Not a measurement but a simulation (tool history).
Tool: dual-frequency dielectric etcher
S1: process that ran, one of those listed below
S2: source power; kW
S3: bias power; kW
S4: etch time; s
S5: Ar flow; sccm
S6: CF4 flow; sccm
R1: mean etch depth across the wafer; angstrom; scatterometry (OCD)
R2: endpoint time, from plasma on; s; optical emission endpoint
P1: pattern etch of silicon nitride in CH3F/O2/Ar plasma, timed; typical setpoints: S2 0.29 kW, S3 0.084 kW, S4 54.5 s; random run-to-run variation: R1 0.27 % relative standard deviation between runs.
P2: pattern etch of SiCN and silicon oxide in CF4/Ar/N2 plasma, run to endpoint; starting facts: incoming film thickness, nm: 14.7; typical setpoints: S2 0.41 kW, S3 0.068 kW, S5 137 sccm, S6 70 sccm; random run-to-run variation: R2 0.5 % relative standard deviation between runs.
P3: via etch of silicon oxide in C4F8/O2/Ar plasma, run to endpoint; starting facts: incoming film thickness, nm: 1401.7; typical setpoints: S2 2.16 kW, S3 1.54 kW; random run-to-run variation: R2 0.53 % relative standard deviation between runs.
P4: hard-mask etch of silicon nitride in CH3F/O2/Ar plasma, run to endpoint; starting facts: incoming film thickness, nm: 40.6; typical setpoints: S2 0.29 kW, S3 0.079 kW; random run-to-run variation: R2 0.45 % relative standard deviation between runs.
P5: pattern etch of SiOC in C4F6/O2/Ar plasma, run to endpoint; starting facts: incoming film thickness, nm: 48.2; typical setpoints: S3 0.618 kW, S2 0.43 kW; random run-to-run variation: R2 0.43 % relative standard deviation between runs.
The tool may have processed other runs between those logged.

{"run": 1, "hour": 8.4, "S1": "P1", "S2": 0.29, "S3": 0.084, "S4": 54.5, "R1": 361.44}
{"run": 2, "hour": 14.3, "S1": "P1", "S2": 0.23, "S3": 0.084, "S4": 54.5, "R1": 332.32}
{"run": 3, "hour": 21.1, "S1": "P1", "S2": 0.29, "S3": 0.084, "S4": 54.5, "R1": 364.72}
{"run": 4, "hour": 26.0, "S1": "P3", "S2": 2.16, "S3": 1.195, "R2": 311.45}
{"run": 5, "hour": 33.8, "S1": "P2", "S2": 0.31, "S3": 0.068, "S5": 137, "S6": 70, "R2": 26.248}
{"run": 6, "hour": 39.6, "S1": "P2", "S2": 0.41, "S3": 0.068, "S5": 137, "S6": 70, "R2": 20.693}
{"run": 7, "hour": 46.0, "S1": "P1", "S2": 0.37, "S3": 0.084, "S4": 54.5, "R1": 399.46}
{"run": 8, "hour": 52.2, "S1": "P4", "S2": 0.29, "S3": 0.079, "R2": 64.381}
{"run": 9, "hour": 59.3, "S1": "P1", "S2": 0.39, "S3": 0.109, "S4": 54.5, "R1": 444.77}
{"run": 10, "hour": 66.7, "S1": "P3", "S2": 2.16, "S3": 1.54, "R2": 293.66}
{"run": 11, "hour": 74.0, "S1": "P5", "S2": 0.43, "S3": 0.413, "R2": 16.956}
{"run": 12, "hour": 81.2, "S1": "P5", "S2": 0.43, "S3": 0.618, "R2": 14.493}
{"run": 13, "hour": 88.8, "S1": "P2", "S2": 0.41, "S3": 0.068, "S5": 98, "S6": 70, "R2": 19.399}
{"run": 14, "hour": 94.5, "S1": "P3", "S2": 2.16, "S3": 1.54, "R2": 293.44}
{"run": 15, "hour": 102.4, "S1": "P1", "S2": 0.29, "S3": 0.084, "S4": 54.5, "R1": 361.03}
{"hour": 109.3, "done": "wet clean of the chamber"}
{"run": 16, "hour": 110.8, "S1": "P1", "S2": 0.23, "S3": 0.101, "S4": 54.5, "R1": 355.97}
{"run": 17, "hour": 114.7, "S1": "P3", "S2": 1.66, "S3": 1.54, "R2": 325.21}
{"run": 18, "hour": 120.9, "S1": "P4", "S2": 0.18, "S3": 0.079, "R2": 76.863}
{"run": 19, "hour": 128.3, "S1": "P1", "S2": 0.29, "S3": 0.066, "S4": 54.5, "R1": 331.83}
{"run": 20, "hour": 133.3, "S1": "P1", "S2": 0.29, "S3": 0.084, "S4": 54.5, "R1": 363.09}
{"run": 21, "hour": 141.7, "S1": "P2", "S2": 0.41, "S3": 0.068, "S5": 137, "S6": 70, "R2": 20.626}
{"run": 22, "hour": 148.0, "S1": "P1", "S2": 0.39, "S3": 0.113, "S4": 54.5, "R1": 451.25}
{"run": 23, "hour": 155.4, "S1": "P2", "S2": 0.41, "S3": 0.048, "S5": 137, "S6": 70, "R2": 23.231}
{"run": 24, "hour": 162.4, "S1": "P1", "S2": 0.29, "S3": 0.084, "S4": 41.5, "R1": 275.5}
{"run": 25, "hour": 170.2, "S1": "P5", "S2": 0.43, "S3": 0.618, "R2": 14.698}
{"run": 26, "hour": 175.3, "S1": "P1", "S2": 0.29, "S3": 0.084, "S4": 76.5, "R1": 506.94}
{"run": 27, "hour": 180.1, "S1": "P4", "S2": 0.29, "S3": 0.058, "R2": 71.618}
{"run": 28, "hour": 184.6, "S1": "P5", "S2": 0.55, "S3": 0.618, "R2": 13.318}
{"run": 29, "hour": 192.4, "S1": "P1", "S2": 0.29, "S3": 0.116, "S4": 54.5, "R1": 409}
{"run": 30, "hour": 200.4, "S1": "P2", "S2": 0.41, "S3": 0.068, "S5": 137, "S6": 53, "R2": 21.518}
{"run": 31, "hour": 205.3, "S1": "P1", "S2": 0.29, "S3": 0.084, "S4": 54.5, "R1": 363.22}
{"run": 32, "hour": 212.9, "S1": "P1", "S2": 0.29, "S3": 0.084, "S4": 54.5, "R1": 361.6}
{"run": 33, "hour": 220.7, "S1": "P1", "S2": 0.29, "S3": 0.084, "S4": 54.5, "R1": 357.35}
{"run": 34, "hour": 228.1, "S1": "P1", "S2": 0.29, "S3": 0.084, "S4": 54.5, "R1": 357.92}
{"run": 35, "hour": 232.2, "S1": "P1", "S2": 0.29, "S3": 0.084, "S4": 54.5, "R1": 356.7}
{"run": 36, "hour": 236.4, "S1": "P1", "S2": 0.29, "S3": 0.084, "S4": 54.5, "R1": 356.54}
{"run": 37, "hour": 243.7, "S1": "P1", "S2": 0.29, "S3": 0.084, "S4": 54.5, "R1": 356.72}
{"run": 38, "hour": 248.5, "S1": "P1", "S2": 0.29, "S3": 0.084, "S4": 54.5, "R1": 357.31}
{"hour": 251.5, "done": "wet clean of the chamber"}
{"run": 39, "hour": 254.7, "S1": "P1", "S2": 0.29, "S3": 0.084, "S4": 54.5, "R1": 355.37}
{"run": 40, "hour": 260.7, "S1": "P1", "S2": 0.29, "S3": 0.084, "S4": 54.5, "R1": 356.84}
{"run": 41, "hour": 269.2, "S1": "P1", "S2": 0.29, "S3": 0.084, "S4": 54.5, "R1": 356.45}

Compared with where it was, what P1 gives has crept away. Each cause listed below fits the log as well as the rest, at the size given for it:
A: bias power that arrives under what is set, % = 4.48
B: source power that arrives under what is set, % = 4.34
The gradual shift began around hour 205.3.
The rest of the possible causes, and what rules out each one:
chamber walls in a state that lowers the etch rate, %: maintenance at hour 251.5, after the shift began, did not return the process to its former output

Below are 4 check runs, each averaged over 3 wafers, with their results shown as question marks. Which of them would give clearly different results depending on which cause is behind the drift?
{"run": "check 1", "hour": 277.7, "S1": "P4", "S2": 0.29, "S3": 0.079, "R2": "?"}
{"run": "check 2", "hour": 277.7, "S1": "P5", "S2": 0.43, "S3": 0.618, "R2": "?"}
{"run": "check 3", "hour": 277.7, "S1": "P3", "S2": 2.16, "S3": 1.54, "R2": "?"}
{"run": "check 4", "hour": 277.7, "S1": "P2", "S2": 0.41, "S3": 0.068, "S5": 137, "S6": 70, "R2": "?"}

Outcome of each check run for each possible cause:
check=check_1 result=R2 if_A=65.324 if_B=65.342
check=check_2 result=R2 if_A=14.845 if_B=14.826
check=check_3 result=R2 if_A=296.68 if_B=298.42
check=check_4 result=R2 if_A=20.895 if_B=21.377
Distance between the nearest two causes, measured in the result of the check that separates them most: check 1 0.03 %; check 2 0.13 %; check 3 0.58 %; check 4 2.28 %
Of the check runs offered, only check 4 discriminates between the causes; the rest would read about the same regardless of which cause applies.

Check 4 has now been run. It gave: R2 20.975 s. Which of the candidate causes is it?

It is A: bias power that arrives under what is set, %.

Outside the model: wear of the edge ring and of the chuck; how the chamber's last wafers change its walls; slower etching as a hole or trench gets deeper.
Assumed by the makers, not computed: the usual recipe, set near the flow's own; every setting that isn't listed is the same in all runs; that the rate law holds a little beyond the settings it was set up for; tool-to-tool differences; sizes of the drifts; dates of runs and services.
